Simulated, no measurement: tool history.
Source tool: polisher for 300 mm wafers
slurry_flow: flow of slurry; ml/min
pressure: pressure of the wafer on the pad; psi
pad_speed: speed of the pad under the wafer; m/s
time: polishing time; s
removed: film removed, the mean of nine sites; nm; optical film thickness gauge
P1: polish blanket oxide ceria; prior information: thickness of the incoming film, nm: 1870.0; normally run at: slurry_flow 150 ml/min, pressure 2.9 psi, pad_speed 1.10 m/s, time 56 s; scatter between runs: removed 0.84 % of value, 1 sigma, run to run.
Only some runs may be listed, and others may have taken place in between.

run	day	slurry_flow	pressure	pad_speed	time	wafers polished on this pad	hours since the slurry nozzle was cleaned	hours since the head pressure was calibrated	removed
1	0.204	150	2.9	1.10	56	248	123.2	668.2	252.290
2	0.333	220	2.9	1.10	56	290	126.3	671.3	264.880
3	0.562	150	2.9	1.10	56	364	131.8	676.8	251.470
4	0.700	150	1.3	1.10	56	408	135.1	680.1	111.500
5	0.875	90	4.4	1.10	56	465	139.3	684.3	334.660
6	0.983	90	2.9	1.10	56	499	141.9	686.9	221.820
# day 1.192: head pressure recalibrated
7	1.208	150	2.9	1.10	56	572	147.3	0.5	248.910
8	1.379	150	2.9	1.10	56	627	151.4	4.6	250.280
9	1.496	150	2.9	1.10	31	665	154.2	7.4	139.150
10	1.658	150	1.5	1.10	33	717	158.1	11.3	74.938
11	1.771	150	2.9	0.82	79	753	160.8	14.0	261.980
12	1.871	150	2.9	0.60	56	786	163.2	16.4	137.530
13	2.000	150	2.9	1.48	56	827	166.3	19.5	335.490
14	2.104	150	2.9	1.10	76	861	168.8	22.0	342.320
15	2.262	150	4.4	1.10	56	912	172.6	25.8	377.340
16	2.375	150	2.9	1.10	56	948	175.3	28.5	248.180
17	2.488	150	2.9	1.10	56	984	178.0	31.2	246.740

Run 18 has not been measured yet. What should we expect?
18	2.625	150	2.9	1.10	56	1029	181.3	34.5	?

removed: 244.830 nm
